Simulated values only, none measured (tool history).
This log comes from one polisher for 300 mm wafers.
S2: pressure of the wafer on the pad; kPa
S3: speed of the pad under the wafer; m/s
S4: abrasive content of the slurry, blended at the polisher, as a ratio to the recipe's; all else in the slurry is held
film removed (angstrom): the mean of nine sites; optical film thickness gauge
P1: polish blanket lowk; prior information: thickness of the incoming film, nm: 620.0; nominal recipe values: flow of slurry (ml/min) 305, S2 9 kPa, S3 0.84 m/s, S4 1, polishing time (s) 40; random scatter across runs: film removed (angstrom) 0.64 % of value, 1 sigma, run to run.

run 1 hour=17.9 | flow_of_slurry_(ml/min)=305 S2=9 S3=0.84 S4=1 polishing_time_(s)=40 | film_removed_(angstrom)=86.992
run 2 hour=31.3 | flow_of_slurry_(ml/min)=305 S2=9 S3=0.84 S4=1.45 polishing_time_(s)=40 | film_removed_(angstrom)=101.81
run 3 hour=47.3 | flow_of_slurry_(ml/min)=305 S2=4.1 S3=0.84 S4=1 polishing_time_(s)=40 | film_removed_(angstrom)=39.953
run 4 hour=56.5 | flow_of_slurry_(ml/min)=305 S2=9 S3=0.38 S4=1 polishing_time_(s)=40 | film_removed_(angstrom)=45.974
run 5 hour=66.8 | flow_of_slurry_(ml/min)=305 S2=9 S3=0.84 S4=1 polishing_time_(s)=40 | film_removed_(angstrom)=86.532
run 6 hour=83.7 | flow_of_slurry_(ml/min)=305 S2=4.1 S3=1.16 S4=1 polishing_time_(s)=40 | film_removed_(angstrom)=51.867
run 7 hour=101.1 | flow_of_slurry_(ml/min)=465 S2=9 S3=0.84 S4=0.75 polishing_time_(s)=40 | film_removed_(angstrom)=78.118
run 8 hour=118.8 | flow_of_slurry_(ml/min)=305 S2=9 S3=1.26 S4=1 polishing_time_(s)=40 | film_removed_(angstrom)=121.01
run 9 hour=135.2 | flow_of_slurry_(ml/min)=305 S2=9 S3=0.84 S4=0.65 polishing_time_(s)=40 | film_removed_(angstrom)=70.49
run 10 hour=153.6 | flow_of_slurry_(ml/min)=305 S2=9 S3=0.84 S4=1 polishing_time_(s)=40 | film_removed_(angstrom)=87.267
run 11 hour=164.5 | flow_of_slurry_(ml/min)=305 S2=13.1 S3=0.84 S4=1 polishing_time_(s)=40 | film_removed_(angstrom)=127.78
run 12 hour=177.2 | flow_of_slurry_(ml/min)=305 S2=9 S3=0.84 S4=1 polishing_time_(s)=18 | film_removed_(angstrom)=39.351
run 13 hour=195.3 | flow_of_slurry_(ml/min)=305 S2=13.8 S3=0.84 S4=1 polishing_time_(s)=62 | film_removed_(angstrom)=207.98
run 14 hour=203.9 | flow_of_slurry_(ml/min)=305 S2=9 S3=0.84 S4=1 polishing_time_(s)=40 | film_removed_(angstrom)=86.785
-- hour=217.7 conditioning disc replaced and pad reconditioned
run 15 hour=217.9 | flow_of_slurry_(ml/min)=305 S2=9 S3=0.84 S4=1 polishing_time_(s)=59 | film_removed_(angstrom)=129.81
run 16 hour=230.2 | flow_of_slurry_(ml/min)=430 S2=9 S3=0.84 S4=1 polishing_time_(s)=40 | film_removed_(angstrom)=89.847
run 17 hour=244.2 | flow_of_slurry_(ml/min)=185 S2=9 S3=0.84 S4=1 polishing_time_(s)=40 | film_removed_(angstrom)=82.333
run 18 hour=254.1 | flow_of_slurry_(ml/min)=305 S2=9 S3=0.84 S4=1 polishing_time_(s)=40 | film_removed_(angstrom)=87.24
run 19 hour=265.6 | flow_of_slurry_(ml/min)=305 S2=9 S3=0.84 S4=1 polishing_time_(s)=40 | film_removed_(angstrom)=88.161
run 20 hour=279.3 | flow_of_slurry_(ml/min)=305 S2=9 S3=0.84 S4=1 polishing_time_(s)=40 | film_removed_(angstrom)=83.953
run 21 hour=289.9 | flow_of_slurry_(ml/min)=305 S2=9 S3=0.84 S4=1 polishing_time_(s)=40 | film_removed_(angstrom)=81.595
run 22 hour=300.8 | flow_of_slurry_(ml/min)=305 S2=9 S3=0.84 S4=1 polishing_time_(s)=40 | film_removed_(angstrom)=81.49
-- hour=303.5 conditioning disc replaced and pad reconditioned
run 23 hour=315.4 | flow_of_slurry_(ml/min)=305 S2=9 S3=0.84 S4=1 polishing_time_(s)=40 | film_removed_(angstrom)=80.236
-- hour=324.7 slurry nozzle cleaned
run 24 hour=333.4 | flow_of_slurry_(ml/min)=305 S2=9 S3=0.84 S4=1 polishing_time_(s)=40 | film_removed_(angstrom)=79.948
-- hour=337.4 head pressure recalibrated
run 25 hour=349.4 | flow_of_slurry_(ml/min)=305 S2=9 S3=0.84 S4=1 polishing_time_(s)=40 | film_removed_(angstrom)=79.894
run 26 hour=365 | flow_of_slurry_(ml/min)=305 S2=9 S3=0.84 S4=1 polishing_time_(s)=40 | film_removed_(angstrom)=79.054

P1 no longer gives what it gave before; its output has crept away from where it was. The following 2 causes, each at its listed size, fit the log equally well:
A: abrasive missing from the slurry, % = 18.2
B: removal rate lost through wear of the pad, % = 9.18
The drift started at roughly hour 265.6.
Why every other cause is out:
slurry flow missing at the pad, %: serviced at hour 324.7, after the change had begun; the process did not return to its earlier output
head's pressure below its setpoint, %: serviced at hour 337.4, after the change had begun; the process did not return to its earlier output
time polished since the conditioner stopped cutting, s: serviced at hour 303.5, after the change had begun; the process did not return to its earlier output

Consider the 4 check runs below, whose results appear as question marks and each of which averages 5 wafers. Which one distinguishes the causes, in that each cause would give it a clearly different result?
run check 1 hour=380.6 | flow_of_slurry_(ml/min)=305 S2=5.5 S3=1.24 S4=1 polishing_time_(s)=40 | film_removed_(angstrom)=?
run check 2 hour=380.6 | flow_of_slurry_(ml/min)=400 S2=12.4 S3=0.84 S4=1 polishing_time_(s)=40 | film_removed_(angstrom)=?
run check 3 hour=380.6 | flow_of_slurry_(ml/min)=305 S2=9 S3=0.44 S4=1 polishing_time_(s)=40 | film_removed_(angstrom)=?
run check 4 hour=380.6 | flow_of_slurry_(ml/min)=305 S2=11 S3=0.84 S4=0.65 polishing_time_(s)=40 | film_removed_(angstrom)=?

How each check would come out, cause by cause:
check=check_1 result=film_removed_(angstrom) if_A=66.604 if_B=66.607
check=check_2 result=film_removed_(angstrom) if_A=112.09 if_B=112.1
check=check_3 result=film_removed_(angstrom) if_A=47.247 if_B=47.25
check=check_4 result=film_removed_(angstrom) if_A=76.704 if_B=78.37
Separation of the two closest causes in each check, using whichever result separates them best: check 1 0 %; check 2 0 %; check 3 0 %; check 4 2.15 %
Of the check runs offered, only check 4 discriminates between the causes; the rest would read about the same regardless of which cause applies.

Running check 4 produced the following: film removed (angstrom) 76.995. Which one of the listed causes fits?

Of the candidate causes, it is A: abrasive missing from the slurry, %.

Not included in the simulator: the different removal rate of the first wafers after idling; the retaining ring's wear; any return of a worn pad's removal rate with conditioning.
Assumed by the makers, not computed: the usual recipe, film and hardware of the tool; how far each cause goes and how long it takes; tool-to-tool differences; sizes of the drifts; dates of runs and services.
